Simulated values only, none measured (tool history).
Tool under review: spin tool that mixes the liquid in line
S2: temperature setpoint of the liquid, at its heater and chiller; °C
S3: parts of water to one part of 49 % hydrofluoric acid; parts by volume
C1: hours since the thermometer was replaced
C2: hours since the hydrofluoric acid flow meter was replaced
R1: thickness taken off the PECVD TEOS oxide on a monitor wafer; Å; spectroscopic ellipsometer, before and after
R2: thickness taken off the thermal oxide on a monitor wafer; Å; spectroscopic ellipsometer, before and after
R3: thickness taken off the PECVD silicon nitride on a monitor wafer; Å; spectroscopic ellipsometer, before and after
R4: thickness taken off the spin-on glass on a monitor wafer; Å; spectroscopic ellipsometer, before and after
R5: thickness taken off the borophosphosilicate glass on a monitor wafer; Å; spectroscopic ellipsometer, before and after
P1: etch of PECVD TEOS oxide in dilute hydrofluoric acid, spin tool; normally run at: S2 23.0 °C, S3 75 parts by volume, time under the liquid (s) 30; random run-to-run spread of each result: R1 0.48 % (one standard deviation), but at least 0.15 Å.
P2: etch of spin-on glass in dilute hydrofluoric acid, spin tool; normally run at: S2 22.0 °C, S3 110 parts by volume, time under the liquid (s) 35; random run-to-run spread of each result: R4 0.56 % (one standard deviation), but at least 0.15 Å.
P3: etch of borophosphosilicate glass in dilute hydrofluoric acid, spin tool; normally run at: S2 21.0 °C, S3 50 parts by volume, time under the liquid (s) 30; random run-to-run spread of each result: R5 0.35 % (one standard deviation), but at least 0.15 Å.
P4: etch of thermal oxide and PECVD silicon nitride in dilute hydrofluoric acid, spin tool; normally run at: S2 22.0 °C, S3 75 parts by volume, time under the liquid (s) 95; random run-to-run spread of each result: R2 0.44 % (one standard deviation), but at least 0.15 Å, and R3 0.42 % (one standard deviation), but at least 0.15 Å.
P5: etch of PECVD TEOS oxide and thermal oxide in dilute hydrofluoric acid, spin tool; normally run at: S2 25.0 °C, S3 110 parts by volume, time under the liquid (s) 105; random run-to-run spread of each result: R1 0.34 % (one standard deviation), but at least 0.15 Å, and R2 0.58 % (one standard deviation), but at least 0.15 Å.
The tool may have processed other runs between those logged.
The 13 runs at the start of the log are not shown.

Run 14, day 4.062: process that ran P1, S2 23.0 °C, S3 75 parts by volume, time under the liquid (s) 30; C1 66.7; C2 205.4. Result: R1 63.417 Å.
Run 15, day 4.392: process that ran P5, S2 25.0 °C, S3 110 parts by volume, time under the liquid (s) 105; C1 74.6; C2 213.3. Result: R1 175.210 Å, R2 48.572 Å.
Run 16, day 4.729: process that ran P1, S2 23.0 °C, S3 75 parts by volume, time under the liquid (s) 15; C1 82.7; C2 221.4. Result: R1 31.629 Å.
Run 17, day 4.971: process that ran P2, S2 22.0 °C, S3 180 parts by volume, time under the liquid (s) 35; C1 88.5; C2 227.2. Result: R4 68.461 Å.
Run 18, day 5.367: process that ran P1, S2 23.0 °C, S3 125 parts by volume, time under the liquid (s) 30; C1 98.0; C2 236.7. Result: R1 35.355 Å.
Run 19, day 5.562: process that ran P1, S2 23.0 °C, S3 75 parts by volume, time under the liquid (s) 30; C1 102.7; C2 241.4. Result: R1 63.774 Å.
Run 20, day 5.792: process that ran P2, S2 22.0 °C, S3 110 parts by volume, time under the liquid (s) 35; C1 108.2; C2 246.9. Result: R4 120.610 Å.
Run 21, day 6.150: process that ran P5, S2 25.0 °C, S3 170 parts by volume, time under the liquid (s) 105; C1 116.8; C2 255.5. Result: R1 104.870 Å, R2 29.251 Å.
Run 22, day 6.508: process that ran P5, S2 25.0 °C, S3 110 parts by volume, time under the liquid (s) 175; C1 125.4; C2 264.1. Result: R1 290.270 Å, R2 81.321 Å.
Run 23, day 6.708: process that ran P2, S2 22.0 °C, S3 110 parts by volume, time under the liquid (s) 50; C1 130.2; C2 268.9. Result: R4 171.590 Å.
Run 24, day 7.000: process that ran P1, S2 23.0 °C, S3 75 parts by volume, time under the liquid (s) 30; C1 137.2; C2 275.9. Result: R1 63.399 Å.
Run 25, day 7.362: process that ran P3, S2 17.0 °C, S3 50 parts by volume, time under the liquid (s) 30; C1 145.9; C2 284.6. Result: R5 343.21 Å.

Run 26 is up next; what results do you expect?
Run 26, day 7.758: process that ran P3, S2 21.0 °C, S3 20 parts by volume, time under the liquid (s) 30; C1 155.4; C2 294.1. Result: R5 ?.

Run 26 gave R5 1055.60 Å.
